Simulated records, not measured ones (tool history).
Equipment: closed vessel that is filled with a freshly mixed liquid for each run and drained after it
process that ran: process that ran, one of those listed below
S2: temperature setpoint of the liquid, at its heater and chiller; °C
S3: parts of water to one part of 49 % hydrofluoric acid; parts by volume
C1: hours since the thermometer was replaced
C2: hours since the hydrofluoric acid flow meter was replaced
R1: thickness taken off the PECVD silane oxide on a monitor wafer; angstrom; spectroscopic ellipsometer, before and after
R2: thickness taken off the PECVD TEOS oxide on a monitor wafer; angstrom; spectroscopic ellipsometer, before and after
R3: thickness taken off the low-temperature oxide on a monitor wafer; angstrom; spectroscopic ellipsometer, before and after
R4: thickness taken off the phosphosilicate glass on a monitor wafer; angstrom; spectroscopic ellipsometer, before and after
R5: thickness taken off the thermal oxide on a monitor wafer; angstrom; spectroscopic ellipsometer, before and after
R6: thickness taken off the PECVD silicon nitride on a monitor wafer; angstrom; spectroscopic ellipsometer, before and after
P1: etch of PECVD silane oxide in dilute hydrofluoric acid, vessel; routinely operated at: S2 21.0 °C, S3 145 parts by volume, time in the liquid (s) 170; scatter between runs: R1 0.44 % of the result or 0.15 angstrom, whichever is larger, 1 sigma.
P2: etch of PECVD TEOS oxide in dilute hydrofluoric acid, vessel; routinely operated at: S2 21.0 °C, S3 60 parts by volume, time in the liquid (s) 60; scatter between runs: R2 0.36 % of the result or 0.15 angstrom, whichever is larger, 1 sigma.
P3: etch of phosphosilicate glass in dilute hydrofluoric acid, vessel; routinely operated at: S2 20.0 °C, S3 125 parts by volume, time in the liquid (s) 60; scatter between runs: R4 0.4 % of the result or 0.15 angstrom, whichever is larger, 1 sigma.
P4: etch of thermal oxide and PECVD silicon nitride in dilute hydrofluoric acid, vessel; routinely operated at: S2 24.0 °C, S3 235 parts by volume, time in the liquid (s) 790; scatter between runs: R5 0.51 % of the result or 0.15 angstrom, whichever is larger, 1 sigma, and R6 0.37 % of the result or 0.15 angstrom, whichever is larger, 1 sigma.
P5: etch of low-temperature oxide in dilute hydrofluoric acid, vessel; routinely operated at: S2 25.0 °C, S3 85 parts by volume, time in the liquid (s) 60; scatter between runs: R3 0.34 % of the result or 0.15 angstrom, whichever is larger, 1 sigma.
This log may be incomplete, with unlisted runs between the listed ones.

Run 1, day 0.167: process that ran P1, S2 21.0 °C, S3 145 parts by volume, time in the liquid (s) 170; C1 999.5; C2 388.8. Result: R1 496.04 angstrom.
Run 2, day 0.433: process that ran P2, S2 28.0 °C, S3 60 parts by volume, time in the liquid (s) 60; C1 1005.9; C2 395.2. Result: R2 303.23 angstrom.
Run 3, day 0.658: process that ran P1, S2 21.0 °C, S3 80 parts by volume, time in the liquid (s) 170; C1 1011.3; C2 400.6. Result: R1 960.25 angstrom.
Run 4, day 1.004: process that ran P5, S2 25.0 °C, S3 85 parts by volume, time in the liquid (s) 30; C1 1019.6; C2 408.9. Result: R3 40.135 angstrom.
Run 5, day 1.254: process that ran P3, S2 17.0 °C, S3 125 parts by volume, time in the liquid (s) 60; C1 1025.6; C2 414.9. Result: R4 694.38 angstrom.
Run 6, day 1.512: process that ran P1, S2 17.0 °C, S3 145 parts by volume, time in the liquid (s) 170; C1 1031.8; C2 421.1. Result: R1 424.51 angstrom.
Run 7, day 1.783: process that ran P4, S2 24.0 °C, S3 235 parts by volume, time in the liquid (s) 790; C1 1038.3; C2 427.6. Result: R5 138.950 angstrom, R6 130.220 angstrom.
Run 8, day 2.121: process that ran P1, S2 21.0 °C, S3 145 parts by volume, time in the liquid (s) 170; C1 1046.4; C2 435.7. Result: R1 498.51 angstrom.
Run 9, day 2.429: process that ran P1, S2 21.0 °C, S3 145 parts by volume, time in the liquid (s) 170; C1 1053.8; C2 443.1. Result: R1 498.78 angstrom.
Run 10, day 2.754: process that ran P5, S2 25.0 °C, S3 20 parts by volume, time in the liquid (s) 60; C1 1061.6; C2 450.9. Result: R3 372.800 angstrom.
Run 11, day 2.921: process that ran P5, S2 25.0 °C, S3 85 parts by volume, time in the liquid (s) 60; C1 1065.6; C2 454.9. Result: R3 80.352 angstrom.
Run 12, day 3.138: process that ran P1, S2 21.0 °C, S3 145 parts by volume, time in the liquid (s) 170; C1 1070.8; C2 460.1. Result: R1 495.63 angstrom.
Run 13, day 3.312: process that ran P1, S2 21.0 °C, S3 145 parts by volume, time in the liquid (s) 170; C1 1075.0; C2 464.3. Result: R1 497.50 angstrom.
Run 14, day 3.525: process that ran P4, S2 24.0 °C, S3 370 parts by volume, time in the liquid (s) 790; C1 1080.1; C2 469.4. Result: R5 77.129 angstrom, R6 83.198 angstrom.
Run 15, day 3.767: process that ran P3, S2 20.0 °C, S3 175 parts by volume, time in the liquid (s) 60; C1 1085.9; C2 475.2. Result: R4 536.81 angstrom.
Run 16, day 3.979: process that ran P1, S2 21.0 °C, S3 145 parts by volume, time in the liquid (s) 170; C1 1091.0; C2 480.3. Result: R1 501.14 angstrom.
Run 17, day 4.342: process that ran P3, S2 20.0 °C, S3 125 parts by volume, time in the liquid (s) 105; C1 1099.7; C2 489.0. Result: R4 1378.20 angstrom.
Run 18, day 4.575: process that ran P1, S2 21.0 °C, S3 145 parts by volume, time in the liquid (s) 90; C1 1105.3; C2 494.6. Result: R1 265.39 angstrom.
Run 19, day 4.829: process that ran P2, S2 21.0 °C, S3 60 parts by volume, time in the liquid (s) 30; C1 1111.4; C2 500.7. Result: R2 114.85 angstrom.
Run 20, day 5.042: process that ran P3, S2 20.0 °C, S3 125 parts by volume, time in the liquid (s) 60; C1 1116.5; C2 505.8. Result: R4 786.88 angstrom.
Run 21, day 5.225: process that ran P1, S2 21.0 °C, S3 235 parts by volume, time in the liquid (s) 170; C1 1120.9; C2 510.2. Result: R1 281.17 angstrom.
Run 22, day 5.450: process that ran P4, S2 24.0 °C, S3 235 parts by volume, time in the liquid (s) 1445; C1 1126.3; C2 515.6. Result: R5 254.530 angstrom, R6 238.840 angstrom.
Run 23, day 5.750: process that ran P2, S2 21.0 °C, S3 60 parts by volume, time in the liquid (s) 60; C1 1133.5; C2 522.8. Result: R2 228.10 angstrom.
Run 24, day 6.067: process that ran P4, S2 24.0 °C, S3 235 parts by volume, time in the liquid (s) 790; C1 1141.1; C2 530.4. Result: R5 139.820 angstrom, R6 130.650 angstrom.
Run 25, day 6.412: process that ran P1, S2 27.0 °C, S3 145 parts by volume, time in the liquid (s) 60; C1 1149.4; C2 538.7. Result: R1 221.86 angstrom.
Run 26, day 6.754: process that ran P1, S2 21.0 °C, S3 145 parts by volume, time in the liquid (s) 170; C1 1157.6; C2 546.9. Result: R1 501.55 angstrom.
Run 27, day 7.079: process that ran P1, S2 21.0 °C, S3 145 parts by volume, time in the liquid (s) 285; C1 1165.4; C2 554.7. Result: R1 834.82 angstrom.
Run 28, day 7.246: process that ran P4, S2 17.0 °C, S3 235 parts by volume, time in the liquid (s) 790; C1 1169.4; C2 558.7. Result: R5 107.160 angstrom, R6 82.683 angstrom.
Run 29, day 7.592: process that ran P5, S2 25.0 °C, S3 85 parts by volume, time in the liquid (s) 60; C1 1177.7; C2 567.0. Result: R3 79.759 angstrom.
Run 30, day 7.929: process that ran P2, S2 21.0 °C, S3 25 parts by volume, time in the liquid (s) 60; C1 1185.8; C2 575.1. Result: R2 572.98 angstrom.
Run 31, day 8.112: process that ran P5, S2 18.5 °C, S3 85 parts by volume, time in the liquid (s) 60; C1 1190.2; C2 579.5. Result: R3 61.657 angstrom.
Run 32, day 8.392: process that ran P1, S2 27.5 °C, S3 145 parts by volume, time in the liquid (s) 170; C1 1196.9; C2 586.2. Result: R1 632.94 angstrom.
Run 33, day 8.571: process that ran P1, S2 21.0 °C, S3 145 parts by volume, time in the liquid (s) 170; C1 1201.2; C2 590.5. Result: R1 498.29 angstrom.
Run 34, day 8.788: process that ran P1, S2 21.0 °C, S3 145 parts by volume, time in the liquid (s) 170; C1 1206.4; C2 595.7. Result: R1 504.28 angstrom.
Run 35, day 9.038: process that ran P1, S2 21.0 °C, S3 145 parts by volume, time in the liquid (s) 170; C1 1212.4; C2 601.7. Result: R1 510.11 angstrom.
Run 36, day 9.392: process that ran P1, S2 21.0 °C, S3 145 parts by volume, time in the liquid (s) 170; C1 1220.9; C2 610.2. Result: R1 514.44 angstrom.
Run 37, day 9.733: process that ran P1, S2 21.0 °C, S3 145 parts by volume, time in the liquid (s) 170; C1 1229.1; C2 618.4. Result: R1 519.56 angstrom.
Run 38, day 9.962: process that ran P1, S2 21.0 °C, S3 145 parts by volume, time in the liquid (s) 170; C1 1234.6; C2 623.9. Result: R1 524.00 angstrom.
Run 39, day 10.229: process that ran P1, S2 21.0 °C, S3 145 parts by volume, time in the liquid (s) 170; C1 1241.0; C2 630.3. Result: R1 525.38 angstrom.
Run 40, day 10.575: process that ran P1, S2 21.0 °C, S3 145 parts by volume, time in the liquid (s) 170; C1 1249.3; C2 638.6. Result: R1 522.39 angstrom.
Run 41, day 10.825: process that ran P1, S2 21.0 °C, S3 145 parts by volume, time in the liquid (s) 170; C1 1255.3; C2 644.6. Result: R1 524.61 angstrom.
Run 42, day 11.188: process that ran P1, S2 21.0 °C, S3 145 parts by volume, time in the liquid (s) 170; C1 1264.0; C2 653.3. Result: R1 526.86 angstrom.
Run 43, day 11.429: process that ran P1, S2 21.0 °C, S3 145 parts by volume, time in the liquid (s) 170; C1 1269.8; C2 659.1. Result: R1 526.92 angstrom.
Run 44, day 11.725: process that ran P1, S2 21.0 °C, S3 145 parts by volume, time in the liquid (s) 170; C1 1276.9; C2 666.2. Result: R1 524.60 angstrom.

What P1 gives has crept away from where it was. These 2 causes fit the log equally well, each at the size given:
A: hydrofluoric acid flow above the setpoint (%) = 4.84
B: liquid hotter than its thermometer reads (K) = 1.39
The creep began at about day 8.571.

Of the 4 check runs listed below, each run on one wafer and each result written as a question mark, which would let you distinguish the listed causes because they would give clearly different results?
Run check 1, day 12.021: process that ran P2, S2 25.0 °C, S3 35 parts by volume, time in the liquid (s) 60. Result: R2 ?.
Run check 2, day 12.021: process that ran P5, S2 20.0 °C, S3 85 parts by volume, time in the liquid (s) 60. Result: R3 ?.
Run check 3, day 12.021: process that ran P4, S2 24.0 °C, S3 235 parts by volume, time in the liquid (s) 1350. Result: R5 ?, R6 ?.
Run check 4, day 12.021: process that ran P3, S2 20.0 °C, S3 160 parts by volume, time in the liquid (s) 60. Result: R4 ?.

How each check would come out, cause by cause:
  check  result     if A     if B
check 1      R2   500.26   504.05
check 2      R3   68.751   69.137
check 3      R5  252.920  250.720
check 3      R6  233.890  243.280
check 4      R4   628.71   628.50
Smallest distance between any two causes, each pair judged by its most separating result, in per cent: check 1 0.75 %; check 2 0.56 %; check 3 3.94 %; check 4 0.03 %
Only in check 3 would the causes give clearly different results; in the remaining checks their results would be nearly the same.

Running check 3 produced the following: R5 252.210 angstrom; R6 235.380 angstrom. Which one of the listed causes fits?

Of the candidate causes, it is A: hydrofluoric acid flow above the setpoint (%).

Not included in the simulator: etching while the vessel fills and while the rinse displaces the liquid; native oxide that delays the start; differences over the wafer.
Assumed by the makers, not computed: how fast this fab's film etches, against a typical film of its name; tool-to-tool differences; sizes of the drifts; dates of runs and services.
